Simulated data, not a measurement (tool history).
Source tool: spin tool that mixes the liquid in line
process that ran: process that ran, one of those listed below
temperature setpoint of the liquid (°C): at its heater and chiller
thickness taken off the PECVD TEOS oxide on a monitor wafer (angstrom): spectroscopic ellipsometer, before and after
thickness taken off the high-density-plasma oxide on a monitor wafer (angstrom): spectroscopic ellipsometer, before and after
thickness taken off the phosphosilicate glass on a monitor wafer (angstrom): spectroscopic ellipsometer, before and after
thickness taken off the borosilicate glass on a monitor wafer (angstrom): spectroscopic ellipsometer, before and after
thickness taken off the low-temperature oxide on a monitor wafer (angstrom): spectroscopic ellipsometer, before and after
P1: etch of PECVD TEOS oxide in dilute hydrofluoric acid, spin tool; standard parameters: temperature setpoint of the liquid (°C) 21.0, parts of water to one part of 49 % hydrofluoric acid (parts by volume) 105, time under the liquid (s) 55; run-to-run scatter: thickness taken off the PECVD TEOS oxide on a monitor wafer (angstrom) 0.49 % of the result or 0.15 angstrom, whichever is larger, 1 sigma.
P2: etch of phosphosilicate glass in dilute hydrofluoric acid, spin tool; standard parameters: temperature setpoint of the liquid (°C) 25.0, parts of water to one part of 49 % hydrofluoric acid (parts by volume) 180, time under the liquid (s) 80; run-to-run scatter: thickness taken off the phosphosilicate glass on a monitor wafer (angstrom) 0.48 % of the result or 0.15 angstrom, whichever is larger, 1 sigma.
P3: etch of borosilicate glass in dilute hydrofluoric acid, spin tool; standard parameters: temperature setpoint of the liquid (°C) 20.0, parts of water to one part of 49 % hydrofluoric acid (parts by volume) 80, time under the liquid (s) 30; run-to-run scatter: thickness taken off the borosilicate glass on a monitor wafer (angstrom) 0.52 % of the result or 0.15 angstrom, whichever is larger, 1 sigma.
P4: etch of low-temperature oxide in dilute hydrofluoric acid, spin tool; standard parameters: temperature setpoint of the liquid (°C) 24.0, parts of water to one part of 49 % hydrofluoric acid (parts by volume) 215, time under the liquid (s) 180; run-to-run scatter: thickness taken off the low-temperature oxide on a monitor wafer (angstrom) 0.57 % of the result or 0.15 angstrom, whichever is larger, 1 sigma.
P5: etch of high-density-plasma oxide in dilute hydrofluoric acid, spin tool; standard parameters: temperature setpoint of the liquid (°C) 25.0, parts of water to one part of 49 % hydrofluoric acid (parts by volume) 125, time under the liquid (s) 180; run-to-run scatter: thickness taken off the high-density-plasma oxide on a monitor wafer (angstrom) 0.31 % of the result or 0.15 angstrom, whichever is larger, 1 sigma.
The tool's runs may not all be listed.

run   hour  process that ran  temperature setpoint of the liquid (°C)  parts of water to one part of 49 % hydrofluoric acid (parts by volume)  time under the liquid (s)  hours since the thermometer was replaced  hours since the hydrofluoric acid flow meter was replaced  thickness taken off the PECVD TEOS oxide on a monitor wafer (angstrom)  thickness taken off the high-density-plasma oxide on a monitor wafer (angstrom)  thickness taken off the phosphosilicate glass on a monitor wafer (angstrom)  thickness taken off the borosilicate glass on a monitor wafer (angstrom)  thickness taken off the low-temperature oxide on a monitor wafer (angstrom)
  1    9.5                P1                                     21.0                                                                     105                         55                                    2046.4                                                      644.2                                                                 130.980
  2   15.8                P5                                     25.0                                                                      50                        180                                    2052.7                                                      650.5                                                                                                                                                  242.190
  3   25.8                P1                                     21.0                                                                     185                         55                                    2062.7                                                      660.5                                                                  67.593
  4   39.9                P2                                     25.0                                                                     180                         80                                    2076.8                                                      674.6                                                                                                                                                                                                                                421.09
  5   47.4                P3                                     20.0                                                                      80                         30                                    2084.3                                                      682.1                                                                                                                                                                                                                                                                                                         139.650
  6   60.5                P1                                     21.0                                                                     105                         15                                    2097.4                                                      695.2                                                                  35.418
  7   68.9                P1                                     21.0                                                                     105                         55                                    2105.8                                                      703.6                                                                 130.690
  8   79.6                P3                                     20.0                                                                      80                         30                                    2116.5                                                      714.3                                                                                                                                                                                                                                                                                                         140.310
  9   87.2                P1                                     17.0                                                                      35                         55                                    2124.1                                                      721.9                                                                 355.620
 10   93.5                P3                                     20.0                                                                     140                         30                                    2130.4                                                      728.2                                                                                                                                                                                                                                                                                                          73.521
 11  107.4                P3                                     20.0                                                                      80                         15                                    2144.3                                                      742.1                                                                                                                                                                                                                                                                                                          69.009
 12  115.7                P1                                     21.0                                                                     105                         55                                    2152.6                                                      750.4                                                                 128.700
 13  129.8                P5                                     25.0                                                                     125                        300                                    2166.7                                                      764.5                                                                                                                                                  146.930
 14  136.2                P5                                     25.0                                                                     125                        180                                    2173.1                                                      770.9                                                                                                                                                   87.508
 15  145.5                P1                                     25.5                                                                      40                         55                                    2182.4                                                      780.2                                                                 442.060
 16  156.4                P4                                     24.0                                                                     215                        180                                    2193.3                                                      791.1                                                                                                                                                                                                                                                                                                                                                                                       160.63
 17  166.7                P1                                     21.0                                                                     105                         55                                    2203.6                                                      801.4                                                                 129.280
 18  173.8                P4                                     24.0                                                                     110                        180                                    2210.7                                                      808.5                                                                                                                                                                                                                                                                                                                                                                                       355.41
 19  184.6                P1                                     17.0                                                                      25                         55                                    2221.5                                                      819.3                                                                 504.090
 20  196.1                P1                                     21.0                                                                      70                         55                                    2233.0                                                      830.8                                                                 202.350
 21  209.8                P1                                     21.0                                                                     105                        100                                    2246.7                                                      844.5                                                                 234.740
 22  221.6                P1                                     28.5                                                                     105                         55                                    2258.5                                                      856.3                                                                 174.680
 23  230.9                P1                                     17.0                                                                     105                         55                                    2267.8                                                      865.6                                                                 109.250
 24  238.4                P5                                     32.0                                                                     125                        180                                    2275.3                                                      873.1                                                                                                                                                  114.700
 25  248.5                P2                                     25.0                                                                     180                        150                                    2285.4                                                      883.2                                                                                                                                                                                                                                788.01
 26  258.9                P4                                     24.0                                                                     215                        330                                    2295.8                                                      893.6                                                                                                                                                                                                                                                                                                                                                                                       296.34
 27  269.2                P2                                     32.5                                                                     180                         80                                    2306.1                                                      903.9                                                                                                                                                                                                                                555.65
 28  275.5                P2                                     25.0                                                                      45                         80                                    2312.4                                                      910.2                                                                                                                                                                                                                               1991.40
 29  285.7                P1                                     21.0                                                                     105                         55                                    2322.6                                                      920.4                                                                 129.320
 30  298.4                P4                                     32.0                                                                     215                        180                                    2335.3                                                      933.1                                                                                                                                                                                                                                                                                                                                                                                       210.15
 31  308.8                P1                                     21.0                                                                     105                         55                                    2345.7                                                      943.5                                                                 129.920
 32  317.9                P3                                     28.0                                                                      80                         30                                    2354.8                                                      952.6                                                                                                                                                                                                                                                                                                         191.790
 33  326.7                P1                                     21.0                                                                     105                         55                                    2363.6                                                      961.4                                                                 129.470
 34  335.3                P1                                     21.0                                                                     105                         55                                    2372.2                                                      970.0                                                                 135.560
 35  345.7                P1                                     21.0                                                                     105                         55                                    2382.6                                                      980.4                                                                 140.100
 36  352.5                P1                                     21.0                                                                     105                         55                                    2389.4                                                      987.2                                                                 140.950
 37  361.0                P1                                     21.0                                                                     105                         55                                    2397.9                                                      995.7                                                                 141.620
 38  372.1                P1                                     21.0                                                                     105                         55                                    2409.0                                                     1006.8                                                                 142.790

Predict the results of run 39:
 39  380.9                P1                                     21.0                                                                     105                         55                                    2417.8                                                     1015.6                                                                       ?

{"run 39": {"thickness taken off the PECVD TEOS oxide on a monitor wafer (angstrom)": 143.74}}
